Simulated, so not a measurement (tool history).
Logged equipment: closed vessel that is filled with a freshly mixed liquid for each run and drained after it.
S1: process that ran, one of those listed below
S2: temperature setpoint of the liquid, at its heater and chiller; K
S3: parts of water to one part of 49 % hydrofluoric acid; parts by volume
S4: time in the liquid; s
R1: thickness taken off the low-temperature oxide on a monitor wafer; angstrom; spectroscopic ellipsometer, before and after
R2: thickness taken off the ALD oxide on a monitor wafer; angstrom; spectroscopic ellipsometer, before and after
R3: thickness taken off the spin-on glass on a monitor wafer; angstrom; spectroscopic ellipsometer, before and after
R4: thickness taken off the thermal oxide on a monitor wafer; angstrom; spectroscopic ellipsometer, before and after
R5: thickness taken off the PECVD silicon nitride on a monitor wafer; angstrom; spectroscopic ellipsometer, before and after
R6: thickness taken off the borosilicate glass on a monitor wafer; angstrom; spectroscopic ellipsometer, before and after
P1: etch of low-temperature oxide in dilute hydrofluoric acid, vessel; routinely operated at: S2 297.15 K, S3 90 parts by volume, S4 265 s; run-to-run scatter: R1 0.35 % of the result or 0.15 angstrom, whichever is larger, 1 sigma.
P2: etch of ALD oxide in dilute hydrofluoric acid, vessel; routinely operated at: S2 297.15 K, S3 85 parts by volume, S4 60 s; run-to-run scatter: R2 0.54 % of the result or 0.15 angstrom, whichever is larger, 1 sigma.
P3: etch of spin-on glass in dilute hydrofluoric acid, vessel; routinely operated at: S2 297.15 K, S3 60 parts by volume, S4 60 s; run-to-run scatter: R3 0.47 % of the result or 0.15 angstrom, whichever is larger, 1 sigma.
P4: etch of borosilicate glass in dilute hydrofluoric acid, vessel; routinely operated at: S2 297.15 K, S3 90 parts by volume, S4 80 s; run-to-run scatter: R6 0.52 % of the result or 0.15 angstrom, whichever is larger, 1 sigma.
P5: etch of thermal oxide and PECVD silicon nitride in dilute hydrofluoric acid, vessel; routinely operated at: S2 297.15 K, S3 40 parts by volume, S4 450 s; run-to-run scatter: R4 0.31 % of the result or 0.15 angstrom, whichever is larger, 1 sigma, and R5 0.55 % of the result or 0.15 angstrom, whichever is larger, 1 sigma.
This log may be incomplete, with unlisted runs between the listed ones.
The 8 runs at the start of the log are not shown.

run 9 day=1.479 | S1=P3 S2=301.15 S3=60 S4=60 | R3=858.63
run 10 day=1.600 | S1=P1 S2=292.15 S3=90 S4=445 | R1=543.37
run 11 day=1.708 | S1=P2 S2=297.15 S3=85 S4=30 | R2=59.514
run 12 day=1.875 | S1=P2 S2=297.15 S3=135 S4=60 | R2=70.043
run 13 day=2.050 | S1=P1 S2=297.15 S3=90 S4=265 | R1=397.06
run 14 day=2.221 | S1=P5 S2=297.15 S3=40 S4=450 | R4=572.80 R5=210.17
run 15 day=2.338 | S1=P5 S2=297.15 S3=55 S4=450 | R4=405.70 R5=154.42
run 16 day=2.446 | S1=P1 S2=290.15 S3=90 S4=265 | R1=295.86
run 17 day=2.654 | S1=P3 S2=297.15 S3=100 S4=60 | R3=417.84
run 18 day=2.833 | S1=P1 S2=297.15 S3=125 S4=265 | R1=276.49
run 19 day=3.033 | S1=P4 S2=297.15 S3=90 S4=80 | R6=263.72
run 20 day=3.221 | S1=P1 S2=297.15 S3=35 S4=265 | R1=1101.50
run 21 day=3.354 | S1=P3 S2=297.15 S3=60 S4=60 | R3=734.28
run 22 day=3.554 | S1=P5 S2=297.15 S3=40 S4=865 | R4=1098.50 R5=401.59
run 23 day=3.704 | S1=P1 S2=303.15 S3=90 S4=265 | R1=505.62
run 24 day=3.862 | S1=P5 S2=290.15 S3=40 S4=450 | R4=424.04 R5=129.73
run 25 day=4.071 | S1=P1 S2=297.15 S3=90 S4=265 | R1=397.72
run 26 day=4.229 | S1=P4 S2=297.15 S3=35 S4=80 | R6=730.20
run 27 day=4.354 | S1=P2 S2=297.15 S3=85 S4=60 | R2=119.530
run 28 day=4.525 | S1=P1 S2=297.15 S3=90 S4=80 | R1=120.65
run 29 day=4.654 | S1=P1 S2=297.15 S3=90 S4=265 | R1=396.59
run 30 day=4.758 | S1=P4 S2=297.15 S3=90 S4=30 | R6=99.10
run 31 day=4.933 | S1=P4 S2=302.65 S3=90 S4=80 | R6=326.29
run 32 day=5.092 | S1=P1 S2=297.15 S3=20 S4=505 | R1=3747.20
run 33 day=5.225 | S1=P1 S2=297.15 S3=90 S4=415 | R1=619.46

What will run 34 give?
run 34 day=5.350 | S1=P1 S2=297.15 S3=90 S4=265 | R1=?

For run 34 the tool returned R1 397.56 angstrom.
